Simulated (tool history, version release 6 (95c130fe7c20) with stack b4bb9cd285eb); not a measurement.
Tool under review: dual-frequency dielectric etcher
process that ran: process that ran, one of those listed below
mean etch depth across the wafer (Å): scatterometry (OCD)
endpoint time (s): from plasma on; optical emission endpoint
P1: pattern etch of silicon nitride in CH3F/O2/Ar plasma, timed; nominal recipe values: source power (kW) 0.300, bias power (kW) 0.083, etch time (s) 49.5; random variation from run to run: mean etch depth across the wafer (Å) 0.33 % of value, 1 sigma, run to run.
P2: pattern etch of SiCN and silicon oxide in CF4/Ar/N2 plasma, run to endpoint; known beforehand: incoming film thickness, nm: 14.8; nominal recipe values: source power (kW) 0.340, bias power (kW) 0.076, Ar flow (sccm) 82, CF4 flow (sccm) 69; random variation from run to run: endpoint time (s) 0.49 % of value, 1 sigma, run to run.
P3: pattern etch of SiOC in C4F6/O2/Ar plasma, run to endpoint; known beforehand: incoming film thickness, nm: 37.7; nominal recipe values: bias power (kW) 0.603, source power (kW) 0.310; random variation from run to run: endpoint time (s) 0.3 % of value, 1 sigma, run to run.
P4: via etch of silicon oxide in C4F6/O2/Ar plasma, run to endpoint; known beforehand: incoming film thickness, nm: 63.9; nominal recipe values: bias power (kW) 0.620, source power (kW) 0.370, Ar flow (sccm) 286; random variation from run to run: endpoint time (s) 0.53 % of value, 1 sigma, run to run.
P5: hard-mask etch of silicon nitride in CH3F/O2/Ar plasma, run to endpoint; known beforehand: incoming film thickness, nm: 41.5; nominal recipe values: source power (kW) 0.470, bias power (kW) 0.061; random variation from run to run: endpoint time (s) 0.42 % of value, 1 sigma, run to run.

run,day,process that ran,source power (kW),bias power (kW),etch time (s),Ar flow (sccm),CF4 flow (sccm),hours since the last wet clean,hours since the last source power generator calibration,hours since the last bias power generator calibration,mean etch depth across the wafer (Å),endpoint time (s)
1,0.621,P1,0.300,0.083,49.5,,,227.7,378.0,441.2,320.62,
2,1.079,P1,0.300,0.083,49.5,,,238.7,389.0,452.2,321.34,
3,1.692,P1,0.300,0.083,49.5,,,253.4,403.7,466.9,323.94,
4,2.192,P2,0.340,0.102,,82,69,265.4,415.7,478.9,,18.929
# day 2.479: source power generator calibrated
5,2.654,P2,0.340,0.076,,52,69,276.5,4.2,490.0,,19.894
6,3.142,P1,0.300,0.064,69.0,,,288.2,15.9,501.7,406.99,
7,3.567,P1,0.430,0.083,49.5,,,298.4,26.1,511.9,368.12,
8,3.971,P1,0.300,0.083,49.5,,,308.1,35.8,521.6,319.96,
9,4.550,P5,0.470,0.061,,,,322.0,49.7,535.5,,60.523
10,5.067,P5,0.470,0.076,,,,334.4,62.1,547.9,,56.200
11,5.679,P4,0.310,0.620,,286,,349.1,76.8,562.6,,14.220
12,6.125,P2,0.340,0.076,,82,86,359.8,87.5,573.3,,20.371
13,6.525,P1,0.300,0.057,49.5,,,369.4,97.1,582.9,281.13,
14,6.854,P1,0.300,0.083,27.0,,,377.3,105.0,590.8,176.45,
15,7.500,P5,0.470,0.061,,,,392.8,120.5,606.3,,60.466
16,8.112,P1,0.300,0.083,49.5,,,407.5,135.2,621.0,322.36,
17,8.712,P1,0.190,0.083,49.5,,,421.9,149.6,635.4,274.13,
18,9.333,P4,0.370,0.620,,286,,436.8,164.5,650.3,,13.352
19,10.008,P1,0.300,0.083,49.5,,,453.0,180.7,666.5,321.25,
20,10.650,P1,0.360,0.083,27.0,,,468.4,196.1,681.9,186.85,
21,11.167,P1,0.300,0.083,71.0,,,480.8,208.5,694.3,462.52,
22,11.525,P4,0.370,0.620,,388,,489.4,217.1,702.9,,13.906
23,11.929,P2,0.400,0.076,,82,69,499.1,226.8,712.6,,18.245
24,12.596,P3,0.310,0.372,,,,515.1,242.8,728.6,,15.700
25,13.083,P4,0.370,0.620,,286,,526.8,254.5,740.3,,13.416
26,13.654,P2,0.340,0.076,,82,69,540.5,268.2,754.0,,20.861
27,14.275,P3,0.310,0.603,,,,555.4,283.1,768.9,,13.130
28,14.642,P1,0.380,0.112,49.5,,,564.2,291.9,777.7,390.58,
29,14.971,P3,0.190,0.603,,,,572.1,299.8,785.6,,15.599
30,15.392,P1,0.300,0.083,49.5,,,582.2,309.9,795.7,321.81,
31,15.712,P4,0.370,0.805,,286,,589.9,317.6,803.4,,12.048
32,16.225,P1,0.300,0.117,49.5,,,602.2,329.9,815.7,365.56,
33,16.667,P5,0.340,0.061,,,,612.8,340.5,826.3,,68.180
34,17.258,P1,0.300,0.083,49.5,,,627.0,354.7,840.5,321.73,
35,17.875,P1,0.300,0.083,49.5,,,641.8,369.5,855.3,320.04,
36,18.329,P1,0.300,0.083,49.5,,,652.7,380.4,866.2,319.43,
37,18.758,P1,0.300,0.083,49.5,,,663.0,390.7,876.5,318.52,
38,19.212,P1,0.300,0.083,49.5,,,673.9,401.6,887.4,318.21,
39,19.558,P1,0.300,0.083,49.5,,,682.2,409.9,895.7,314.51,
# day 19.621: wet clean of the chamber
40,20.067,P1,0.300,0.083,49.5,,,10.7,422.1,907.9,317.64,
41,20.642,P1,0.300,0.083,49.5,,,24.5,435.9,921.7,315.49,

Compared with where it was, what P1 gives has crept away. Each cause listed below fits the log as well as the rest, at the size given for it:
A: bias power that arrives under what is set, % = 4.46
B: source power that arrives under what is set, % = 4.3
The process output started creeping at around day 17.258.
The rest of the possible causes, and what rules out each one:
chamber walls in a state that lowers the etch rate, %: serviced after onset, at day 19.621, with no recovery of the prior output

Which of the check runs below tells the causes apart, meaning the causes would give it clearly different results? Each run uses 3 wafers whose results are averaged, and each result is shown as a question mark.
check 1,21.217,P3,0.310,0.603,,,,,,,,?
check 2,21.217,P4,0.370,0.620,,286,,,,,,?
check 3,21.217,P2,0.340,0.076,,82,69,,,,,?
check 4,21.217,P5,0.470,0.061,,,,,,,,?

If the cause were each of the candidates in turn, the checks would give the following:
check,result,if A,if B
check 1,endpoint time (s),13.300,13.278
check 2,endpoint time (s),13.609,13.588
check 3,endpoint time (s),21.217,21.718
check 4,endpoint time (s),61.521,61.655
Per check, the gap between the least separated pair of causes, taken in the result that splits them most: check 1 0.16 %; check 2 0.15 %; check 3 2.33 %; check 4 0.22 %
Only check 3 tells the causes apart: in the others they would give nearly the same result.

Check 3 was then run and gave: endpoint time (s) 21.184. Which cause is it?

The correct cause is A, namely: bias power that arrives under what is set, %.

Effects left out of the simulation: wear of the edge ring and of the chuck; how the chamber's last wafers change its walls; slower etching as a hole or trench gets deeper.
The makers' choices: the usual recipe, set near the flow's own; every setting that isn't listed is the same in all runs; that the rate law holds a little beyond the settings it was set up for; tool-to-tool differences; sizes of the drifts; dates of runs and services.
